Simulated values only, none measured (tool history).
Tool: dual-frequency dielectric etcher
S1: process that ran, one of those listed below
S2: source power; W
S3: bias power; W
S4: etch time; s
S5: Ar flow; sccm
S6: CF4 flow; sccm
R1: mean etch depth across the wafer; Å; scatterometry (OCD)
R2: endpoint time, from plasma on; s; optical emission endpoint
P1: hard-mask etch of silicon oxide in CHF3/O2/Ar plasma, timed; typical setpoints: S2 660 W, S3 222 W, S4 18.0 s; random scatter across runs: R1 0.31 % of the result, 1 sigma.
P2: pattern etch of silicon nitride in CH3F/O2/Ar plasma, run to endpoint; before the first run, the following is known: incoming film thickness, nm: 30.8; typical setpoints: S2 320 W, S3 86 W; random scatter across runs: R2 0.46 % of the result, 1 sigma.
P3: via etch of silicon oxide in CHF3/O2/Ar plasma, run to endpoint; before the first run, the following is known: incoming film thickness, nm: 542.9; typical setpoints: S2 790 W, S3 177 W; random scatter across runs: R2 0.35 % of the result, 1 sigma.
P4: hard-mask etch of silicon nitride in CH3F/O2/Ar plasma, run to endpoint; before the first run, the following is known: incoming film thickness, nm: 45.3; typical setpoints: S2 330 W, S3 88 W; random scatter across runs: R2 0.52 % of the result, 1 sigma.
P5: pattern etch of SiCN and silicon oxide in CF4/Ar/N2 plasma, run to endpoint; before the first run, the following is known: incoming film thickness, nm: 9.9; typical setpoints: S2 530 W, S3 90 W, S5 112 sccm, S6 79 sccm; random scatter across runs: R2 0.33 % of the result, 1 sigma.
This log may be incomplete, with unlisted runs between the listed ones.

run	hour	S1	S2	S3	S4	S5	S6	R1	R2
1	9.4	P1	660	222	18.0			395.23	
2	16.4	P3	790	135					272.6500
3	24.3	P1	660	222	18.0			393.60	
4	32.5	P5	530	90		141	79		9.5314
5	41.7	P5	660	90		112	79		7.5771
6	48.4	P2	320	86					45.5410
7	54.0	P1	660	275	18.0			427.25	
# hour 58.3: bias power generator calibrated
8	63.8	P1	660	222	18.0			394.94	
9	71.2	P1	780	222	18.0			422.39	
10	82.4	P1	660	222	11.0			240.88	
11	91.7	P1	660	132	18.0			332.78	
12	98.7	P3	790	177					250.9500
13	108.9	P1	660	222	18.0			394.24	
14	115.3	P1	900	171	18.0			407.90	
15	124.9	P5	530	90		112	48		9.9102
16	134.1	P1	660	140	25.5			479.35	
17	146.1	P5	530	119		112	79		8.2924
18	157.3	P4	230	88					74.4380
19	164.8	P1	660	308	24.5			600.81	
20	172.5	P1	660	222	24.0			528.21	
21	185.3	P3	980	177					231.2100
22	191.5	P4	330	88					65.1060
23	200.9	P2	320	57					52.5150
24	211.8	P4	330	88					65.1470
25	221.0	P2	220	86					52.3820
26	231.7	P5	530	90		112	79		9.1912
27	240.5	P1	660	222	18.0			396.81	
28	248.3	P1	660	222	18.0			394.81	
29	255.0	P4	330	114					59.5980
30	267.0	P1	440	222	18.0			338.63	
31	274.0	P1	660	222	18.0			392.89	
32	281.8	P1	660	222	18.0			395.76	
33	290.8	P1	660	222	18.0			391.77	
34	296.7	P1	660	222	18.0			390.94	
# hour 299.0: wet clean of the chamber
35	308.0	P1	660	222	18.0			390.23	
36	317.9	P1	660	222	18.0			390.96	
37	323.9	P1	660	222	18.0			388.13	
38	335.9	P1	660	222	18.0			389.91	

Compared with where it was, what P1 gives has crept away. Each cause listed below fits the log as well as the rest, at the size given for it:
A: source power that arrives under what is set, % = 4.04
B: bias power that arrives under what is set, % = 4.4
The gradual shift began around hour 274.0.
What rules out each remaining cause:
chamber walls in a state that lowers the etch rate, %: serviced at hour 299.0, after the change had begun; the process did not return to its earlier output

Consider the 4 check runs below, whose results appear as question marks and each of which averages 2 wafers. Which one distinguishes the causes, in that each cause would give it a clearly different result?
check 1	347.9	P2	320	86					?
check 2	347.9	P4	330	88					?
check 3	347.9	P5	530	90		112	79		?
check 4	347.9	P3	790	177					?

Check results expected under each cause:
check	result	if A	if B
check 1	R2	45.9880	46.0250
check 2	R2	66.3360	66.3930
check 3	R2	9.5377	9.3432
check 4	R2	254.3900	254.0900
Smallest distance between any two causes, each pair judged by its most separating result, in per cent: check 1 0.08 %; check 2 0.09 %; check 3 2.06 %; check 4 0.12 %
The causes can be told apart only by check 3. The other checks would give nearly the same results under each of them.

Here is what check 3 returned: R2 9.5266 s. Which cause is it?

It was cause A: source power that arrives under what is set, %.
